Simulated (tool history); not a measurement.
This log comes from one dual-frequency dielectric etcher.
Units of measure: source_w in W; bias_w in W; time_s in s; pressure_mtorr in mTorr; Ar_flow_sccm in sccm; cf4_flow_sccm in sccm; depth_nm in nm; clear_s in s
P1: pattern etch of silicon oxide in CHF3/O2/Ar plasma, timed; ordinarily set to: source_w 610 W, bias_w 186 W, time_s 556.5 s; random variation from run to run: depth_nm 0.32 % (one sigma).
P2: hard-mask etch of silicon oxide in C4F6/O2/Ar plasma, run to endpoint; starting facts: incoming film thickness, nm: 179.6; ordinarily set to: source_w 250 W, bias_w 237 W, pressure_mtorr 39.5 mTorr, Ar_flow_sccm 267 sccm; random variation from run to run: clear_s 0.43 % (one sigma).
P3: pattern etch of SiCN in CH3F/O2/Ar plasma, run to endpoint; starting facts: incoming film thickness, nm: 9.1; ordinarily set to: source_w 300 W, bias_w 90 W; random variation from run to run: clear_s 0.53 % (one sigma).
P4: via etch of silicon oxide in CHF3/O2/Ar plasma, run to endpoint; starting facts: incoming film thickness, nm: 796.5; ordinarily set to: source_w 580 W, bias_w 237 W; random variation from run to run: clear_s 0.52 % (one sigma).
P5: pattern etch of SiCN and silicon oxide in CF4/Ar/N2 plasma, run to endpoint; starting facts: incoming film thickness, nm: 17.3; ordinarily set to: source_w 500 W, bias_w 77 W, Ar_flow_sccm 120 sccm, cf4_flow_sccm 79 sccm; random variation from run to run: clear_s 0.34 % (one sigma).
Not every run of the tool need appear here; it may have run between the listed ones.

run,day,process,source_w,bias_w,time_s,pressure_mtorr,Ar_flow_sccm,cf4_flow_sccm,hours since the last wet clean,hours since the last source power generator calibration,hours since the last bias power generator calibration,depth_nm,clear_s
1,0.404,P1,610,186,556.5,,,,195.8,1664.6,535.9,1105.20,
2,0.754,P2,250,237,,39.5,267,,204.2,1673.0,544.3,,63.549
3,1.200,P1,610,146,368.5,,,,214.9,1683.7,555.0,671.64,
4,1.604,P3,220,90,,,,,224.6,1693.4,564.7,,28.098
5,1.946,P2,330,237,,39.5,267,,232.8,1701.6,572.9,,57.315
6,2.200,P5,500,77,,,120,55,238.9,1707.7,579.0,,18.619
7,2.508,P4,580,328,,,,,246.3,1715.1,586.4,,334.610
8,2.708,P5,310,77,,,120,79,251.1,1719.9,591.2,,26.727
9,3.129,P1,610,186,306.0,,,,261.2,1730.0,601.3,605.42,
10,3.521,P1,610,257,556.5,,,,270.6,1739.4,610.7,1232.20,
11,3.925,P3,300,90,,,,,280.3,1749.1,620.4,,25.166
12,4.246,P1,610,186,556.5,,,,288.0,1756.8,628.1,1099.40,
13,4.675,P5,500,47,,,120,79,298.3,1767.1,638.4,,20.600
14,5.012,P1,610,138,556.5,,,,306.4,1775.2,646.5,999.56,
15,5.467,P2,250,237,,39.5,176,,317.3,1786.1,657.4,,60.342
16,5.904,P4,580,237,,,,,327.8,1796.6,667.9,,378.500
17,6.258,P2,250,180,,39.5,267,,336.3,1805.1,676.4,,69.761
18,6.621,P3,300,90,,,,,345.0,1813.8,685.1,,25.102
19,7.017,P1,610,186,556.5,,,,354.5,1823.3,694.6,1093.60,
20,7.296,P1,610,186,826.5,,,,361.2,1830.0,701.3,1633.00,
21,7.562,P5,500,77,,,154,79,367.6,1836.4,707.7,,18.330
22,7.758,P4,800,237,,,,,372.3,1841.1,712.4,,335.670
23,8.212,P2,250,237,,47.0,267,,383.2,1852.0,723.3,,64.465

Run 24 is up next; what results do you expect?
24,8.642,P1,750,118,556.5,,,,393.5,1862.3,733.6,?,

{"run 24": {"depth_nm": 1025.7}}
